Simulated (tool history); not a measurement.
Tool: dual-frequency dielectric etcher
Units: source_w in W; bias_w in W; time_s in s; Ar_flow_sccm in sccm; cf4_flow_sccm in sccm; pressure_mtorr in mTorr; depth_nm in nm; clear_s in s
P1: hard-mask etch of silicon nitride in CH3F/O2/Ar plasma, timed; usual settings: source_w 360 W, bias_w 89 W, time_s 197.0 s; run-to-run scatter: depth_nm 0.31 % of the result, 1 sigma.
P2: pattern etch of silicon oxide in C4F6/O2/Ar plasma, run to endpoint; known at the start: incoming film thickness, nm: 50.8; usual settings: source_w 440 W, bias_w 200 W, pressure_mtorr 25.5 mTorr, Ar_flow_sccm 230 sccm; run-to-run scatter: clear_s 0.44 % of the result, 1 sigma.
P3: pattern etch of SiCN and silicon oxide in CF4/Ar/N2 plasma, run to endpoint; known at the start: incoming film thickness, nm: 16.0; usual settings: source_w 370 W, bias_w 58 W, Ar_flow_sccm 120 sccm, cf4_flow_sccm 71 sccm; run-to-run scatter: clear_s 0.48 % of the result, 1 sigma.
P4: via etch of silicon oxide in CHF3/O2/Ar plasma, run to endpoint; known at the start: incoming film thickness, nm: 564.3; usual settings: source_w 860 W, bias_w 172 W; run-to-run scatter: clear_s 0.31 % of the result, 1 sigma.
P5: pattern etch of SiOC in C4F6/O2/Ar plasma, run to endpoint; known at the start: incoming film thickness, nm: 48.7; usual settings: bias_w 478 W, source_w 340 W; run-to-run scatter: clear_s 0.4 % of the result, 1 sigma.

run 1 hour=9.6 | process=P1 source_w=360 bias_w=89 time_s=197.0 | depth_nm=141.840
run 2 hour=24.1 | process=P1 source_w=360 bias_w=89 time_s=197.0 | depth_nm=142.220
run 3 hour=34.6 | process=P1 source_w=360 bias_w=89 time_s=197.0 | depth_nm=141.050
run 4 hour=48.7 | process=P4 source_w=860 bias_w=172 | clear_s=240.720
run 5 hour=66.4 | process=P5 source_w=340 bias_w=277 | clear_s=21.426
run 6 hour=77.9 | process=P3 source_w=370 bias_w=76 Ar_flow_sccm=120 cf4_flow_sccm=71 | clear_s=22.004
run 7 hour=87.5 | process=P1 source_w=250 bias_w=89 time_s=197.0 | depth_nm=123.520
run 8 hour=98.6 | process=P2 source_w=440 bias_w=200 Ar_flow_sccm=230 pressure_mtorr=33.0 | clear_s=14.269
run 9 hour=111.0 | process=P2 source_w=440 bias_w=200 Ar_flow_sccm=230 pressure_mtorr=25.5 | clear_s=13.987
run 10 hour=127.7 | process=P1 source_w=360 bias_w=89 time_s=139.5 | depth_nm=99.833
run 11 hour=138.7 | process=P5 source_w=340 bias_w=478 | clear_s=17.716
run 12 hour=149.0 | process=P2 source_w=440 bias_w=200 Ar_flow_sccm=139 pressure_mtorr=25.5 | clear_s=13.202
run 13 hour=163.9 | process=P5 source_w=420 bias_w=478 | clear_s=16.553
run 14 hour=182.0 | process=P1 source_w=360 bias_w=89 time_s=197.0 | depth_nm=141.910
run 15 hour=198.4 | process=P5 source_w=340 bias_w=478 | clear_s=17.685
run 16 hour=207.2 | process=P1 source_w=360 bias_w=70 time_s=197.0 | depth_nm=129.700
run 17 hour=221.0 | process=P2 source_w=440 bias_w=156 Ar_flow_sccm=230 pressure_mtorr=25.5 | clear_s=14.976
run 18 hour=236.5 | process=P4 source_w=680 bias_w=172 | clear_s=263.900
run 19 hour=251.9 | process=P1 source_w=360 bias_w=89 time_s=265.5 | depth_nm=190.820
run 20 hour=259.9 | process=P3 source_w=370 bias_w=58 Ar_flow_sccm=120 cf4_flow_sccm=86 | clear_s=23.311
run 21 hour=273.2 | process=P1 source_w=460 bias_w=89 time_s=197.0 | depth_nm=154.780
run 22 hour=286.3 | process=P4 source_w=860 bias_w=240 | clear_s=216.710
run 23 hour=300.6 | process=P3 source_w=220 bias_w=58 Ar_flow_sccm=120 cf4_flow_sccm=71 | clear_s=38.246
run 24 hour=313.9 | process=P2 source_w=610 bias_w=200 Ar_flow_sccm=230 pressure_mtorr=25.5 | clear_s=12.387
run 25 hour=329.4 | process=P3 source_w=370 bias_w=58 Ar_flow_sccm=165 cf4_flow_sccm=71 | clear_s=25.498
run 26 hour=346.5 | process=P1 source_w=360 bias_w=89 time_s=197.0 | depth_nm=141.660
run 27 hour=362.5 | process=P1 source_w=360 bias_w=73 time_s=117.5 | depth_nm=78.840
run 28 hour=371.0 | process=P1 source_w=360 bias_w=117 time_s=197.0 | depth_nm=156.510
run 29 hour=380.8 | process=P1 source_w=360 bias_w=89 time_s=197.0 | depth_nm=141.090
run 30 hour=393.0 | process=P3 source_w=370 bias_w=58 Ar_flow_sccm=120 cf4_flow_sccm=71 | clear_s=24.101
run 31 hour=405.7 | process=P3 source_w=370 bias_w=58 Ar_flow_sccm=120 cf4_flow_sccm=71 | clear_s=24.271
run 32 hour=417.5 | process=P1 source_w=360 bias_w=89 time_s=197.0 | depth_nm=142.350
run 33 hour=426.7 | process=P1 source_w=360 bias_w=89 time_s=197.0 | depth_nm=141.350
run 34 hour=442.2 | process=P1 source_w=360 bias_w=89 time_s=197.0 | depth_nm=140.400
run 35 hour=452.8 | process=P1 source_w=360 bias_w=89 time_s=197.0 | depth_nm=139.990
run 36 hour=465.1 | process=P1 source_w=360 bias_w=89 time_s=197.0 | depth_nm=139.290
-- hour=471.5 wet clean of the chamber
run 37 hour=477.1 | process=P1 source_w=360 bias_w=89 time_s=197.0 | depth_nm=139.940
run 38 hour=494.1 | process=P1 source_w=360 bias_w=89 time_s=197.0 | depth_nm=139.550
run 39 hour=511.7 | process=P1 source_w=360 bias_w=89 time_s=197.0 | depth_nm=140.030
run 40 hour=524.2 | process=P1 source_w=360 bias_w=89 time_s=197.0 | depth_nm=139.310

What P1 gives has crept away from where it was. These 2 causes fit the log equally well, each at the size given:
A: bias power that arrives under what is set, % = 4.19
B: source power that arrives under what is set, % = 4.05
The creep began at about hour 417.5.
Why every other cause is out:
chamber walls in a state that lowers the etch rate, %: serviced at hour 471.5, which brought nothing back

4 check runs are offered, each on 3 wafers whose results are averaged, their results left as question marks. Which one tells the causes apart?
run check 1 hour=536.7 | process=P3 source_w=280 bias_w=58 Ar_flow_sccm=120 cf4_flow_sccm=71 | clear_s=?
run check 2 hour=536.7 | process=P5 source_w=400 bias_w=327 | clear_s=?
run check 3 hour=536.7 | process=P2 source_w=580 bias_w=200 Ar_flow_sccm=140 pressure_mtorr=25.5 | clear_s=?
run check 4 hour=536.7 | process=P4 source_w=690 bias_w=238 | clear_s=?

What each check would give under each cause:
check=check_1 result=clear_s if_A=31.361 if_B=32.052
check=check_2 result=clear_s if_A=19.462 if_B=19.475
check=check_3 result=clear_s if_A=12.014 if_B=12.047
check=check_4 result=clear_s if_A=239.200 if_B=239.350
How far apart the two closest causes lie, in the result that separates them most: check 1 2.18 %; check 2 0.07 %; check 3 0.27 %; check 4 0.06 %
Only check 1 tells the causes apart: in the others they would give nearly the same result.

Check 1 was then run and gave: clear_s 31.368 s. Which cause is it?

It is A: bias power that arrives under what is set, %.
